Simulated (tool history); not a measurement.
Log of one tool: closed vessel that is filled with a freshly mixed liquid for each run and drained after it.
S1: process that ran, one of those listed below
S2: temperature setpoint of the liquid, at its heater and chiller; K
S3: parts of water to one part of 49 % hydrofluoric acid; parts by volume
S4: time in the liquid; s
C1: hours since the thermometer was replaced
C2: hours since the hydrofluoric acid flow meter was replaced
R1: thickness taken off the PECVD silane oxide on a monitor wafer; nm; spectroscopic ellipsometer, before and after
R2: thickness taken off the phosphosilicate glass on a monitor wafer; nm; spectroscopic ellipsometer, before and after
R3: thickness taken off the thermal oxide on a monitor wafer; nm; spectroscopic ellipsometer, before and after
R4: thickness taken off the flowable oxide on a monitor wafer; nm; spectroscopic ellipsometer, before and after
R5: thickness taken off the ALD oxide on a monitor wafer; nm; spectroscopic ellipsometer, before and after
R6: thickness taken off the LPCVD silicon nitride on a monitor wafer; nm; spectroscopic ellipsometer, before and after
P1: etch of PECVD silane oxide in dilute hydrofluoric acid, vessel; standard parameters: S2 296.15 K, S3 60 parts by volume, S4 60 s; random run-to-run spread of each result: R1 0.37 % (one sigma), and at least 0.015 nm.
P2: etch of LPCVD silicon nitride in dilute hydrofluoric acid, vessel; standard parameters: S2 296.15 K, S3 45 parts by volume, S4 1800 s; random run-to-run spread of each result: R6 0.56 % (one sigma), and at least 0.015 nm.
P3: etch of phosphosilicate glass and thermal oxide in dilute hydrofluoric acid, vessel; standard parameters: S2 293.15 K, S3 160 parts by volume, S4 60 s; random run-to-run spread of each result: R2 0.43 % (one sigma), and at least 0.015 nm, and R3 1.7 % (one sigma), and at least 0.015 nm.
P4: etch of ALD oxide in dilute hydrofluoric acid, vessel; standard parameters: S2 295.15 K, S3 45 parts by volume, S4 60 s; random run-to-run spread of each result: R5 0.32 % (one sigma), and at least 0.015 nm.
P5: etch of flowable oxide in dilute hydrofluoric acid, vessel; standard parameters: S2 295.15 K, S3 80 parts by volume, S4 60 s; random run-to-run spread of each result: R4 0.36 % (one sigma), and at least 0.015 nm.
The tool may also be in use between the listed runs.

Run 1, hour 5.3: S1 P1, S2 296.15 K, S3 60 parts by volume, S4 60 s; C1 307.7; C2 809.4. Result: R1 28.7290 nm.
Run 2, hour 10.3: S1 P3, S2 293.15 K, S3 160 parts by volume, S4 60 s; C1 312.7; C2 814.4. Result: R2 30.708 nm, R3 1.46980 nm.
Run 3, hour 14.3: S1 P5, S2 295.15 K, S3 80 parts by volume, S4 60 s; C1 316.7; C2 818.4. Result: R4 42.077 nm.
Run 4, hour 19.8: S1 P5, S2 295.15 K, S3 80 parts by volume, S4 90 s; C1 322.2; C2 823.9. Result: R4 62.887 nm.
At hour 23.6: hydrofluoric acid flow meter replaced.
Run 5, hour 23.6: S1 P4, S2 295.15 K, S3 65 parts by volume, S4 60 s; C1 326.0; C2 0.0. Result: R5 25.507 nm.
Run 6, hour 29.8: S1 P2, S2 296.15 K, S3 25 parts by volume, S4 1800 s; C1 332.2; C2 6.2. Result: R6 27.567 nm.
Run 7, hour 32.8: S1 P3, S2 290.15 K, S3 160 parts by volume, S4 60 s; C1 335.2; C2 9.2. Result: R2 27.205 nm, R3 1.24870 nm.
Run 8, hour 38.6: S1 P5, S2 295.15 K, S3 30 parts by volume, S4 60 s; C1 341.0; C2 15.0. Result: R4 119.420 nm.
Run 9, hour 44.4: S1 P1, S2 296.15 K, S3 60 parts by volume, S4 30 s; C1 346.8; C2 20.8. Result: R1 14.4420 nm.
Run 10, hour 49.2: S1 P1, S2 296.15 K, S3 60 parts by volume, S4 60 s; C1 351.6; C2 25.6. Result: R1 28.8260 nm.
Run 11, hour 52.2: S1 P1, S2 296.15 K, S3 60 parts by volume, S4 60 s; C1 354.6; C2 28.6. Result: R1 28.8660 nm.
Run 12, hour 56.8: S1 P5, S2 295.15 K, S3 80 parts by volume, S4 60 s; C1 359.2; C2 33.2. Result: R4 41.960 nm.
Run 13, hour 60.3: S1 P5, S2 301.15 K, S3 80 parts by volume, S4 60 s; C1 362.7; C2 36.7. Result: R4 53.429 nm.
Run 14, hour 64.6: S1 P3, S2 293.15 K, S3 275 parts by volume, S4 60 s; C1 367.0; C2 41.0. Result: R2 16.040 nm, R3 0.70601 nm.
Run 15, hour 68.8: S1 P2, S2 296.15 K, S3 45 parts by volume, S4 1800 s; C1 371.2; C2 45.2. Result: R6 15.467 nm.
Run 16, hour 74.5: S1 P1, S2 296.15 K, S3 60 parts by volume, S4 110 s; C1 376.9; C2 50.9. Result: R1 52.7050 nm.
Run 17, hour 77.7: S1 P1, S2 296.15 K, S3 105 parts by volume, S4 60 s; C1 380.1; C2 54.1. Result: R1 15.4950 nm.
Run 18, hour 84.3: S1 P1, S2 296.15 K, S3 60 parts by volume, S4 60 s; C1 386.7; C2 60.7. Result: R1 28.7250 nm.
Run 19, hour 87.8: S1 P1, S2 296.15 K, S3 25 parts by volume, S4 60 s; C1 390.2; C2 64.2. Result: R1 72.5900 nm.
Run 20, hour 93.9: S1 P1, S2 296.15 K, S3 60 parts by volume, S4 60 s; C1 396.3; C2 70.3. Result: R1 28.8190 nm.
Run 21, hour 97.8: S1 P2, S2 290.15 K, S3 45 parts by volume, S4 1800 s; C1 400.2; C2 74.2. Result: R6 10.329 nm.
Run 22, hour 100.9: S1 P4, S2 295.15 K, S3 45 parts by volume, S4 60 s; C1 403.3; C2 77.3. Result: R5 37.808 nm.
Run 23, hour 104.8: S1 P3, S2 293.15 K, S3 160 parts by volume, S4 30 s; C1 407.2; C2 81.2. Result: R2 15.322 nm, R3 0.70890 nm.
Run 24, hour 109.3: S1 P1, S2 304.65 K, S3 60 parts by volume, S4 60 s; C1 411.7; C2 85.7. Result: R1 40.5280 nm.
Run 25, hour 112.8: S1 P3, S2 293.15 K, S3 160 parts by volume, S4 60 s; C1 415.2; C2 89.2. Result: R2 30.839 nm, R3 1.43690 nm.
Run 26, hour 116.8: S1 P2, S2 296.15 K, S3 45 parts by volume, S4 1800 s; C1 419.2; C2 93.2. Result: R6 15.694 nm.
Run 27, hour 120.7: S1 P2, S2 296.15 K, S3 45 parts by volume, S4 3355 s; C1 423.1; C2 97.1. Result: R6 29.259 nm.
Run 28, hour 126.6: S1 P4, S2 295.15 K, S3 45 parts by volume, S4 60 s; C1 429.0; C2 103.0. Result: R5 37.942 nm.
Run 29, hour 133.1: S1 P1, S2 296.15 K, S3 100 parts by volume, S4 30 s; C1 435.5; C2 109.5. Result: R1 8.2489 nm.
Run 30, hour 138.1: S1 P1, S2 290.65 K, S3 60 parts by volume, S4 60 s; C1 440.5; C2 114.5. Result: R1 22.7680 nm.
Run 31, hour 143.6: S1 P1, S2 296.15 K, S3 60 parts by volume, S4 60 s; C1 446.0; C2 120.0. Result: R1 28.8420 nm.
Run 32, hour 148.0: S1 P4, S2 295.15 K, S3 45 parts by volume, S4 30 s; C1 450.4; C2 124.4. Result: R5 18.893 nm.
Run 33, hour 153.3: S1 P4, S2 290.15 K, S3 45 parts by volume, S4 60 s; C1 455.7; C2 129.7. Result: R5 30.714 nm.
Run 34, hour 159.0: S1 P1, S2 296.15 K, S3 60 parts by volume, S4 60 s; C1 461.4; C2 135.4. Result: R1 28.7210 nm.
Run 35, hour 162.4: S1 P1, S2 296.15 K, S3 60 parts by volume, S4 60 s; C1 464.8; C2 138.8. Result: R1 28.3080 nm.
Run 36, hour 167.3: S1 P1, S2 296.15 K, S3 60 parts by volume, S4 60 s; C1 469.7; C2 143.7. Result: R1 27.6610 nm.
Run 37, hour 173.7: S1 P1, S2 296.15 K, S3 60 parts by volume, S4 60 s; C1 476.1; C2 150.1. Result: R1 27.1930 nm.

Run 38 has not been measured yet. What should we expect?
Run 38, hour 178.6: S1 P1, S2 296.15 K, S3 60 parts by volume, S4 60 s; C1 481.0; C2 155.0. Result: R1 ?.

{"run 38": {"R1": 26.769}}
